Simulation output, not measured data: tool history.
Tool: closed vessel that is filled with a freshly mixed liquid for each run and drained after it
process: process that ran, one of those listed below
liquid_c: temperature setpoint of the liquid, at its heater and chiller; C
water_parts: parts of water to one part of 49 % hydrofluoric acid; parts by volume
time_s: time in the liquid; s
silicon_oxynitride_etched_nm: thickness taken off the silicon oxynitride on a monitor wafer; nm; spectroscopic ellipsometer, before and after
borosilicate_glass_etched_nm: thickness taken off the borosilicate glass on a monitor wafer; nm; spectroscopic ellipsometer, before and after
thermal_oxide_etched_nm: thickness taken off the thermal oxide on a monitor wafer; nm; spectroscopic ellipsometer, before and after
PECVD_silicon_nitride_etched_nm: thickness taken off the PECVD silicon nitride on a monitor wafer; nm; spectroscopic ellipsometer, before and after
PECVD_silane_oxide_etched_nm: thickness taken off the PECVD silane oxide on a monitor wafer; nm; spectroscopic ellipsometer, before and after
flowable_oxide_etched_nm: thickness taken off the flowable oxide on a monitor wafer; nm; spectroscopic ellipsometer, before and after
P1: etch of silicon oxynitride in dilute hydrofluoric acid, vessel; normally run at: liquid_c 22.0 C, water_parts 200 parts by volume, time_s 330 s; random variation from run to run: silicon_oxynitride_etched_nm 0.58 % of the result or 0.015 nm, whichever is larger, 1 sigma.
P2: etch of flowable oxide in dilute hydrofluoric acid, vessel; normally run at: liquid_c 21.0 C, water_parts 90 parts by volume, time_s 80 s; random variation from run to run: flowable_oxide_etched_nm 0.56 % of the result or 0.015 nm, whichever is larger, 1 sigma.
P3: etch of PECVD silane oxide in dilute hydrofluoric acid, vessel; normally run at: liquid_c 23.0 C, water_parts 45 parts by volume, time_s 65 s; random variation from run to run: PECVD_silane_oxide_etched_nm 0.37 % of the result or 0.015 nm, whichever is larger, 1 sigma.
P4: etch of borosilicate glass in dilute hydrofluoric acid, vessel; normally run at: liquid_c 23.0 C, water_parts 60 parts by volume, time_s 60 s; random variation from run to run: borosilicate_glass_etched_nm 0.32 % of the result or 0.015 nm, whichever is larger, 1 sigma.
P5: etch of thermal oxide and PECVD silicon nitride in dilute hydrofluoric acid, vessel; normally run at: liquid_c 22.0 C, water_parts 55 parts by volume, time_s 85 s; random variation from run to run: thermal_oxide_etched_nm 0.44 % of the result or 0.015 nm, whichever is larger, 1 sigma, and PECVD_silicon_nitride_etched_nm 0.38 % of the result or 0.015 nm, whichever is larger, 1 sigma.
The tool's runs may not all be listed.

run   hour  process  liquid_c  water_parts  time_s  hours since the thermometer was replaced  hours since the hydrofluoric acid flow meter was replaced  silicon_oxynitride_etched_nm  borosilicate_glass_etched_nm  thermal_oxide_etched_nm  PECVD_silicon_nitride_etched_nm  PECVD_silane_oxide_etched_nm  flowable_oxide_etched_nm
  1   13.8       P1      22.0          200     330                                     177.1                                                      762.2                       4.70790
  2   21.1       P1      22.0          200     110                                     184.4                                                      769.5                       1.57570
  3   31.2       P4      23.0           25      60                                     194.5                                                      779.6                                                     116.940
  4   42.8       P5      22.0           55      85                                     206.1                                                      791.2                                                                               6.8112                           7.0120
  5   53.3       P3      23.0           45      30                                     216.6                                                      801.7                                                                                                                                              19.538
  6   66.2       P2      21.0           90      80                                     229.5                                                      814.6                                                                                                                                                                       25.0850
  7   75.1       P1      22.0          200     330                                     238.4                                                      823.5                       4.59650
  8   83.3       P2      25.0           90      80                                     246.6                                                      831.7                                                                                                                                                                       29.6220
  9   97.7       P5      17.0           55      85                                     261.0                                                      846.1                                                                               5.4659                           4.9121
 10  109.2       P1      17.0          200     330                                     272.5                                                      857.6                       3.67090
 11  119.4       P5      22.0           55     140                                     282.7                                                      867.8                                                                              11.1500                          11.4540
 12  132.9       P1      22.0          200     330                                     296.2                                                      881.3                       4.61410
 13  149.5       P2      21.0           40      80                                     312.8                                                      897.9                                                                                                                                                                       59.7430
 14  157.0       P1      22.0          200     330                                     320.3                                                      905.4                       4.67060
 15  167.2       P1      22.0          200     330                                     330.5                                                      915.6                       4.60110
 16  178.3       P1      22.0          200     330                                     341.6                                                      926.7                       4.66870
 17  194.3       P4      23.0           60      60                                     357.6                                                      942.7                                                      46.597
 18  201.6       P2      21.0           90      30                                     364.9                                                      950.0                                                                                                                                                                        9.4637
 19  210.7       P5      22.0          100      85                                     374.0                                                      959.1                                                                               3.5405                           3.8733
 20  225.6       P5      22.0           55      85                                     388.9                                                      974.0                                                                               6.7596                           6.9836
 21  236.1       P1      22.0          200     330                                     399.4                                                      984.5                       4.66590
 22  249.8       P4      30.5           60      60                                     413.1                                                      998.2                                                      62.748
 23  264.8       P2      21.0           90      80                                     428.1                                                     1013.2                                                                                                                                                                       25.3430
 24  280.3       P3      23.0           45      65                                     443.6                                                     1028.7                                                                                                                                              42.105
 25  296.4       P1      30.0          200     330                                     459.7                                                     1044.8                       6.66580
 26  306.1       P3      23.0           45      65                                     469.4                                                     1054.5                                                                                                                                              42.025
 27  321.5       P1      28.0          200      45                                     484.8                                                     1069.9                       0.83825
 28  330.9       P1      22.0           70     330                                     494.2                                                     1079.3                      14.57100
 29  343.2       P1      22.0          365     330                                     506.5                                                     1091.6                       2.31080
 30  358.4       P4      23.0           60      85                                     521.7                                                     1106.8                                                      65.791
 31  369.3       P3      28.0           45      65                                     532.6                                                     1117.7                                                                                                                                              51.679
 32  379.3       P3      23.0           30      65                                     542.6                                                     1127.7                                                                                                                                              64.751
 33  390.8       P1      22.0          200     495                                     554.1                                                     1139.2                       6.99770
 34  399.0       P1      22.0          200     330                                     562.3                                                     1147.4                       4.61610
 35  408.8       P1      22.0          200     330                                     572.1                                                     1157.2                       4.71280
 36  425.1       P1      22.0          200     330                                     588.4                                                     1173.5                       4.80380
 37  440.8       P1      22.0          200     330                                     604.1                                                     1189.2                       4.85830
 38  448.5       P1      22.0          200     330                                     611.8                                                     1196.9                       4.93760
 39  464.6       P1      22.0          200     330                                     627.9                                                     1213.0                       4.93040
 40  479.6       P1      22.0          200     330                                     642.9                                                     1228.0                       4.92740
 41  487.5       P1      22.0          200     330                                     650.8                                                     1235.9                       4.94340
 42  495.3       P1      22.0          200     330                                     658.6                                                     1243.7                       5.04100
 43  503.6       P1      22.0          200     330                                     666.9                                                     1252.0                       5.04200

What P1 gives has crept away from where it was. These 2 causes fit the log equally well, each at the size given:
A: hydrofluoric acid flow above the setpoint (%) = 6.04
B: liquid hotter than its thermometer reads (K) = 1.48
The creep began at about hour 399.0.

4 check runs are offered, one wafer each, their results left as question marks. Which one tells the causes apart?
check 1  511.9       P5      22.0           55      85                                                                                                                                                                                         ?                                ?
check 2  511.9       P2      21.0           90      80                                                                                                                                                                                                                                                                                  ?
check 3  511.9       P4      23.0           60      60                                                                                                                                                                ?
check 4  511.9       P3      23.0           45      65                                                                                                                                                                                                                                                        ?

What each check would give under each cause:
  check                           result     if A     if B
check 1          thermal_oxide_etched_nm   7.1716   7.1627
check 1  PECVD_silicon_nitride_etched_nm   7.3724   7.6987
check 2         flowable_oxide_etched_nm  26.8940  26.7760
check 3     borosilicate_glass_etched_nm   49.604   49.480
check 4     PECVD_silane_oxide_etched_nm   44.807   44.778
How far apart the two closest causes lie, in the result that separates them most: check 1 4.33 %; check 2 0.44 %; check 3 0.25 %; check 4 0.06 %
Check 1 tells the causes apart: in the others they would give nearly the same result.

Then check 1 was run and gave: thermal_oxide_etched_nm 7.2032 nm; PECVD_silicon_nitride_etched_nm 7.6920 nm. Which cause is it?

It is B: liquid hotter than its thermometer reads (K).
